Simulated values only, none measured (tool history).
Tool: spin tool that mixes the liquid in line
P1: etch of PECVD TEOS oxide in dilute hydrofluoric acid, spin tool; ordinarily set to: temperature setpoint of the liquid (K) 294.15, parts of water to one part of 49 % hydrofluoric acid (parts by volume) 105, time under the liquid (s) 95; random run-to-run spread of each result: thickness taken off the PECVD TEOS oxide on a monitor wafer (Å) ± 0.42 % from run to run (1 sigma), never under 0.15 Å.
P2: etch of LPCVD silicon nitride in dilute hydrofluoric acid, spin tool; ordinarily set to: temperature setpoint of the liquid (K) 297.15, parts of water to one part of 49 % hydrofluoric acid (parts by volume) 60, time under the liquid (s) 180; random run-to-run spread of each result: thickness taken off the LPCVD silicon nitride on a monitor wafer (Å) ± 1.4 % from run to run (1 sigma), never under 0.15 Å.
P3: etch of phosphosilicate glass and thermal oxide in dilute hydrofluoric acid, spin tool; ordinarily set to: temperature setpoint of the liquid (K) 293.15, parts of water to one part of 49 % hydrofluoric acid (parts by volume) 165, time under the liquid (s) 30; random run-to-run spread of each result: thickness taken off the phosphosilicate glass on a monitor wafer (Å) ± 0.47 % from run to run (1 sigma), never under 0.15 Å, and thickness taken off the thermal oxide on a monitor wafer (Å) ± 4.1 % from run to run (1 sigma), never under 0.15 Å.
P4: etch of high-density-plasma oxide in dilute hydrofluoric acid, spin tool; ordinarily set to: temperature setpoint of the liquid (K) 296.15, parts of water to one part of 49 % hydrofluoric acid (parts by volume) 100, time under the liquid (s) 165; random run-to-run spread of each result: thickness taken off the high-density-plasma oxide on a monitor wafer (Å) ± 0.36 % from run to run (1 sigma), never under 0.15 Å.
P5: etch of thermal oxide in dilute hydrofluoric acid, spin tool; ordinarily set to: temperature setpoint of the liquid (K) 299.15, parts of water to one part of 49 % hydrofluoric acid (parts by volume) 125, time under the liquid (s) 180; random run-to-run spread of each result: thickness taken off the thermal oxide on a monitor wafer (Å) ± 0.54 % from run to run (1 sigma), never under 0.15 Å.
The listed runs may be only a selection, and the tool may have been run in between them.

run,hour,process that ran,temperature setpoint of the liquid (K),parts of water to one part of 49 % hydrofluoric acid (parts by volume),time under the liquid (s),thickness taken off the PECVD TEOS oxide on a monitor wafer (Å),thickness taken off the thermal oxide on a monitor wafer (Å),thickness taken off the high-density-plasma oxide on a monitor wafer (Å),thickness taken off the LPCVD silicon nitride on a monitor wafer (Å),thickness taken off the phosphosilicate glass on a monitor wafer (Å)
1,4.2,P1,294.15,105,95,153.890,,,,
2,8.2,P1,301.65,105,95,208.380,,,,
3,12.6,P1,294.15,105,95,155.070,,,,
4,14.7,P1,294.15,105,95,155.700,,,,
5,17.8,P5,299.15,70,180,,146.3100,,,
6,22.1,P4,290.15,100,165,,,124.520,,
7,25.2,P4,296.15,100,290,,,277.610,,
8,28.2,P4,296.15,100,165,,,158.110,,
9,30.3,P1,294.15,105,15,24.439,,,,
10,33.8,P1,290.15,105,95,131.860,,,,
# hour 35.7: hydrofluoric acid flow meter replaced
11,38.2,P1,294.15,35,60,318.400,,,,
12,40.5,P4,296.15,175,165,,,82.941,,
13,44.9,P1,294.15,105,95,155.460,,,,
14,47.6,P4,296.15,100,165,,,157.260,,
15,49.7,P1,294.15,105,95,156.130,,,,
16,52.5,P2,297.15,20,180,,,,47.353,
17,56.1,P3,293.15,165,15,,3.5961,,,145.06
18,59.4,P5,307.15,125,180,,100.9000,,,
19,62.2,P3,293.15,270,30,,3.5048,,,160.08
# hour 66.2: thermometer replaced
20,66.2,P1,294.15,50,95,346.910,,,,
21,69.7,P1,294.15,105,95,154.080,,,,
22,73.4,P1,294.15,105,160,260.770,,,,
23,75.5,P2,297.15,60,290,,,,26.775,
24,77.8,P1,294.15,140,95,112.030,,,,
25,82.2,P3,293.15,165,30,,6.5216,,,290.92
26,85.4,P3,290.15,165,30,,6.0118,,,256.43
27,87.6,P5,299.15,125,275,,116.7000,,,
28,90.2,P5,299.15,125,180,,75.5260,,,

For run 29, what comes out?
29,92.1,P2,303.65,60,180,,,,?,

{"run 29": {"thickness taken off the LPCVD silicon nitride on a monitor wafer (Å)": 24.869}}

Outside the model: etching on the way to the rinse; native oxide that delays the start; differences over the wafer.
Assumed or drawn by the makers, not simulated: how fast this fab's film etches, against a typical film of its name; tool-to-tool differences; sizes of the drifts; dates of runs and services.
